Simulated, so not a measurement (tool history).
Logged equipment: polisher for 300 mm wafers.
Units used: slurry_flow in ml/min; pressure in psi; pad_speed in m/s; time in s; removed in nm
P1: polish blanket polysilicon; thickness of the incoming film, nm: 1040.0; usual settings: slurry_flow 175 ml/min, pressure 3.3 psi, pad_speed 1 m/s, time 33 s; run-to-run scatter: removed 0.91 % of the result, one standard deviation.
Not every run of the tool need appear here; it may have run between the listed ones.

{"run": 1, "hour": 10.3, "slurry_flow": 175, "pressure": 3.3, "pad_speed": 1, "time": 33, "removed": 291.94}
{"run": 2, "hour": 21.1, "slurry_flow": 175, "pressure": 1.5, "pad_speed": 1, "time": 33, "removed": 133.18}
{"hour": 30.6, "done": "head pressure recalibrated"}
{"run": 3, "hour": 36.4, "slurry_flow": 175, "pressure": 3.3, "pad_speed": 1, "time": 33, "removed": 293.76}
{"run": 4, "hour": 51.4, "slurry_flow": 175, "pressure": 3.3, "pad_speed": 0.44, "time": 33, "removed": 130.12}
{"run": 5, "hour": 67.1, "slurry_flow": 175, "pressure": 3.3, "pad_speed": 1, "time": 52, "removed": 457.59}
{"run": 6, "hour": 76.4, "slurry_flow": 265, "pressure": 3.3, "pad_speed": 1, "time": 33, "removed": 307.46}
{"run": 7, "hour": 91.7, "slurry_flow": 175, "pressure": 3.3, "pad_speed": 1, "time": 33, "removed": 293.85}
{"run": 8, "hour": 108.0, "slurry_flow": 175, "pressure": 3.3, "pad_speed": 1, "time": 33, "removed": 290.05}
{"run": 9, "hour": 120.8, "slurry_flow": 175, "pressure": 5, "pad_speed": 1, "time": 33, "removed": 445.1}
{"run": 10, "hour": 138.1, "slurry_flow": 175, "pressure": 3.3, "pad_speed": 1, "time": 33, "removed": 296.03}
{"run": 11, "hour": 151.8, "slurry_flow": 175, "pressure": 2.4, "pad_speed": 1, "time": 48, "removed": 312.98}
{"run": 12, "hour": 161.7, "slurry_flow": 105, "pressure": 3.3, "pad_speed": 1, "time": 33, "removed": 266.45}
{"run": 13, "hour": 172.8, "slurry_flow": 175, "pressure": 3.3, "pad_speed": 1.38, "time": 33, "removed": 404.48}
{"run": 14, "hour": 189.2, "slurry_flow": 175, "pressure": 3.3, "pad_speed": 1, "time": 15, "removed": 135.55}
{"run": 15, "hour": 200.6, "slurry_flow": 175, "pressure": 3.3, "pad_speed": 1, "time": 33, "removed": 289.37}
{"run": 16, "hour": 212.7, "slurry_flow": 175, "pressure": 3.3, "pad_speed": 1, "time": 33, "removed": 294.65}
{"run": 17, "hour": 230.3, "slurry_flow": 175, "pressure": 3.3, "pad_speed": 1, "time": 33, "removed": 292}
{"run": 18, "hour": 242.2, "slurry_flow": 175, "pressure": 3.3, "pad_speed": 1, "time": 33, "removed": 280.76}
{"run": 19, "hour": 253.5, "slurry_flow": 175, "pressure": 3.3, "pad_speed": 1, "time": 33, "removed": 279.68}
{"run": 20, "hour": 266.6, "slurry_flow": 175, "pressure": 3.3, "pad_speed": 1, "time": 33, "removed": 277.81}
{"run": 21, "hour": 279.8, "slurry_flow": 175, "pressure": 3.3, "pad_speed": 1, "time": 33, "removed": 272.27}
{"hour": 290.6, "done": "head pressure recalibrated"}
{"run": 22, "hour": 295.4, "slurry_flow": 175, "pressure": 3.3, "pad_speed": 1, "time": 33, "removed": 271.76}
{"run": 23, "hour": 310.7, "slurry_flow": 175, "pressure": 3.3, "pad_speed": 1, "time": 33, "removed": 269.07}
{"run": 24, "hour": 320.3, "slurry_flow": 175, "pressure": 3.3, "pad_speed": 1, "time": 33, "removed": 269.53}
{"run": 25, "hour": 336.0, "slurry_flow": 175, "pressure": 3.3, "pad_speed": 1, "time": 33, "removed": 269.92}

Something has made what P1 gives creep away from where it was; the 2 causes below, each at its own stated size, fit the log equally well:
A: slurry flow missing at the pad, % = 38
B: removal rate lost through wear of the pad, % = 8.6
Onset of the creep was near hour 230.3.
The rest of the possible causes, and what rules out each one:
head's pressure below its setpoint, %: work on it at hour 290.6, done after the drift set in, did not restore what the process gave before

4 check runs are offered, each on 2 wafers whose results are averaged, their results left as question marks. Which one tells the causes apart?
{"run": "check 1", "hour": 351.7, "slurry_flow": 210, "pressure": 3.3, "pad_speed": 1, "time": 49, "removed": "?"}
{"run": "check 2", "hour": 351.7, "slurry_flow": 175, "pressure": 5, "pad_speed": 1, "time": 47, "removed": "?"}
{"run": "check 3", "hour": 351.7, "slurry_flow": 110, "pressure": 4.7, "pad_speed": 1, "time": 33, "removed": "?"}
{"run": "check 4", "hour": 351.7, "slurry_flow": 175, "pressure": 1.5, "pad_speed": 1, "time": 40, "removed": "?"}

If the cause were each of the candidates in turn, the checks would give the following:
check=check_1 result=removed if_A=414.34 if_B=408.66
check=check_2 result=removed if_A=579.1 if_B=579.18
check=check_3 result=removed if_A=334.64 if_B=350.45
check=check_4 result=removed if_A=147.86 if_B=147.88
Distance between the nearest two causes, measured in the result of the check that separates them most: check 1 1.38 %; check 2 0.01 %; check 3 4.61 %; check 4 0.01 %
Only check 3 tells the causes apart: in the others they would give nearly the same result.

Here is what check 3 returned: removed 333.99 nm. Which cause is it?

Of the candidate causes, it is A: slurry flow missing at the pad, %.
